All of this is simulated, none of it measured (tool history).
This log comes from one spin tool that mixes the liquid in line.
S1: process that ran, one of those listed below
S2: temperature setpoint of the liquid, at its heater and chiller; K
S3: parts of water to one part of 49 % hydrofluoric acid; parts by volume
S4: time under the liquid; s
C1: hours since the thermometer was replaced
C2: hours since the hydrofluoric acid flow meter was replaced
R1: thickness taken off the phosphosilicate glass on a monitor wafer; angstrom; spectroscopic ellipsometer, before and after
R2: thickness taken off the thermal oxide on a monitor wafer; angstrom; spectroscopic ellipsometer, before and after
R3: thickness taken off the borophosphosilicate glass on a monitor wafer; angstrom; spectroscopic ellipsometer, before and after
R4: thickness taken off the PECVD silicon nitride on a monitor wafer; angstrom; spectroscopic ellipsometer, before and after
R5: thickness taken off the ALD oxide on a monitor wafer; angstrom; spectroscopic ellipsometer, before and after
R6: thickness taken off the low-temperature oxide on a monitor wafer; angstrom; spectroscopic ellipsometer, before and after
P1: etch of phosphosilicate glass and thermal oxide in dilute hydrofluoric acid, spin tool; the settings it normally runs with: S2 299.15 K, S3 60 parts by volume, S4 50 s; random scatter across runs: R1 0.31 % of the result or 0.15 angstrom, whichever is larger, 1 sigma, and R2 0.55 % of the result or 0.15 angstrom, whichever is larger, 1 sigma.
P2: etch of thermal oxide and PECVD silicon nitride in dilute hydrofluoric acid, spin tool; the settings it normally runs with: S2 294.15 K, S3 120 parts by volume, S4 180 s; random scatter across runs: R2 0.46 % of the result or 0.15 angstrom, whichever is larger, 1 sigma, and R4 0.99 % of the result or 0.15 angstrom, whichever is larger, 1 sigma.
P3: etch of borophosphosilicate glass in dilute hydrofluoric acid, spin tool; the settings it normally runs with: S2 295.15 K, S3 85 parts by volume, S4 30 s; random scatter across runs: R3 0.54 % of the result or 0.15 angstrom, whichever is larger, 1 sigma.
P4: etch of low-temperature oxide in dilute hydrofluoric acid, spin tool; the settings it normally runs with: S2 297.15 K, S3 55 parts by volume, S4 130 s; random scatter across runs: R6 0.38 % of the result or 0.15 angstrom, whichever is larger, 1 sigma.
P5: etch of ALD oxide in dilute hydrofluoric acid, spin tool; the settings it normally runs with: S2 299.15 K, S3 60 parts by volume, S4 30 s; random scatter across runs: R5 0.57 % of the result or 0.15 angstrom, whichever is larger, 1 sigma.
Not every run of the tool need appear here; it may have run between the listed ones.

run,hour,S1,S2,S3,S4,C1,C2,R1,R2,R3,R4,R5,R6
1,9.5,P1,299.15,60,50,357.0,391.5,572.42,43.7890,,,,
2,16.4,P3,295.15,85,30,363.9,398.4,,,172.350,,,
3,23.0,P1,295.15,60,50,370.5,405.0,486.14,37.1280,,,,
4,31.6,P2,294.15,120,180,379.1,413.6,,65.1970,,24.4400,,
5,37.8,P5,299.15,60,30,385.3,419.8,,,,,175.32,
6,45.2,P1,299.15,60,50,392.7,427.2,573.45,43.9700,,,,
7,53.9,P4,297.15,55,130,401.4,435.9,,,,,,316.19
8,60.0,P3,303.15,85,30,407.5,442.0,,,238.540,,,
9,68.4,P1,299.15,60,15,415.9,450.4,171.88,13.2270,,,,
10,75.6,P5,299.15,60,30,423.1,457.6,,,,,177.09,
11,84.6,P1,299.15,60,75,432.1,466.6,861.31,65.8360,,,,
12,89.6,P2,294.15,60,180,437.1,471.6,,137.8300,,49.1610,,
13,96.2,P4,290.15,55,130,443.7,478.2,,,,,,234.16
14,105.2,P2,294.15,120,180,452.7,487.2,,64.8610,,24.6100,,
15,111.9,P5,299.15,60,50,459.4,493.9,,,,,293.63,
16,118.8,P4,297.15,100,130,466.3,500.8,,,,,,163.19
17,125.5,P1,299.15,60,50,473.0,507.5,573.76,43.7800,,,,
18,134.3,P5,292.65,60,30,481.8,516.3,,,,,134.28,
19,144.5,P1,299.15,20,50,492.0,526.5,1816.80,138.8100,,,,
20,151.6,P1,302.65,60,50,499.1,533.6,656.03,50.7750,,,,
21,161.1,P1,299.15,60,50,508.6,543.1,571.82,44.0090,,,,
22,168.7,P1,299.15,105,50,516.2,550.7,307.81,23.6050,,,,
23,175.0,P4,297.15,55,230,522.5,557.0,,,,,,555.00
24,182.8,P2,302.15,120,180,530.3,564.8,,88.7060,,41.3490,,
25,192.0,P1,306.15,85,50,539.5,574.0,513.77,39.2150,,,,
26,196.9,P5,299.15,110,30,544.4,578.9,,,,,90.29,
27,202.0,P1,299.15,60,50,549.5,584.0,571.19,43.9270,,,,
28,211.3,P3,295.15,145,30,558.8,593.3,,,95.072,,,
29,221.6,P3,295.15,85,60,569.1,603.6,,,343.450,,,
30,229.9,P2,294.15,120,15,577.4,611.9,,5.3439,,2.0471,,
31,237.0,P1,299.15,60,50,584.5,619.0,571.30,43.7340,,,,
32,242.3,P1,299.15,60,50,589.8,624.3,584.95,44.9760,,,,
33,252.0,P1,299.15,60,50,599.5,634.0,600.89,45.8570,,,,
34,256.7,P1,299.15,60,50,604.2,638.7,606.00,45.9030,,,,
35,264.7,P1,299.15,60,50,612.2,646.7,613.34,47.0730,,,,
36,269.2,P1,299.15,60,50,616.7,651.2,618.93,47.0510,,,,
37,278.1,P1,299.15,60,50,625.6,660.1,617.54,47.2420,,,,
38,283.1,P1,299.15,60,50,630.6,665.1,620.42,48.0710,,,,
39,289.8,P1,299.15,60,50,637.3,671.8,621.72,47.7850,,,,
40,300.0,P1,299.15,60,50,647.5,682.0,624.01,47.8910,,,,
41,308.4,P1,299.15,60,50,655.9,690.4,627.63,47.4400,,,,
42,318.7,P1,299.15,60,50,666.2,700.7,625.90,47.9860,,,,

What P1 gives has crept off from where it sat before. The 2 causes that follow fit the log equally well, each at the size noted:
A: liquid hotter than its thermometer reads (K) = 2.26
B: hydrofluoric acid flow above the setpoint (%) = 8.69
The process output started creeping at around hour 237.0.

The list below offers 4 check runs, each averaging the results of 3 wafers, and shows each result as a question mark. For which of them would the listed causes give clearly different results?
check 1,329.0,P4,297.15,90,130,,,,,,,,?
check 2,329.0,P3,295.15,140,30,,,,,?,,,
check 3,329.0,P5,294.15,60,30,,,,,,,?,
check 4,329.0,P2,301.15,120,75,,,,?,,?,,

Predicted outcomes, by check and by cause:
check,result,if A,if B
check 1,R6,200.47,201.10
check 2,R3,107.960,108.820
check 3,R5,157.61,156.91
check 4,R2,38.5970,39.0600
check 4,R4,18.5970,17.5490
Gap, in per cent, between the two causes that each check separates least, read from the result that separates them most: check 1 0.31 %; check 2 0.8 %; check 3 0.45 %; check 4 5.8 %
Check 4 distinguishes between the causes, while the remaining checks would return nearly the same result for all of them.

Check 4 was carried out, with these results: R2 38.4230 angstrom; R4 18.6550 angstrom. Which of the listed causes is responsible?

Of the candidate causes, it is A: liquid hotter than its thermometer reads (K).

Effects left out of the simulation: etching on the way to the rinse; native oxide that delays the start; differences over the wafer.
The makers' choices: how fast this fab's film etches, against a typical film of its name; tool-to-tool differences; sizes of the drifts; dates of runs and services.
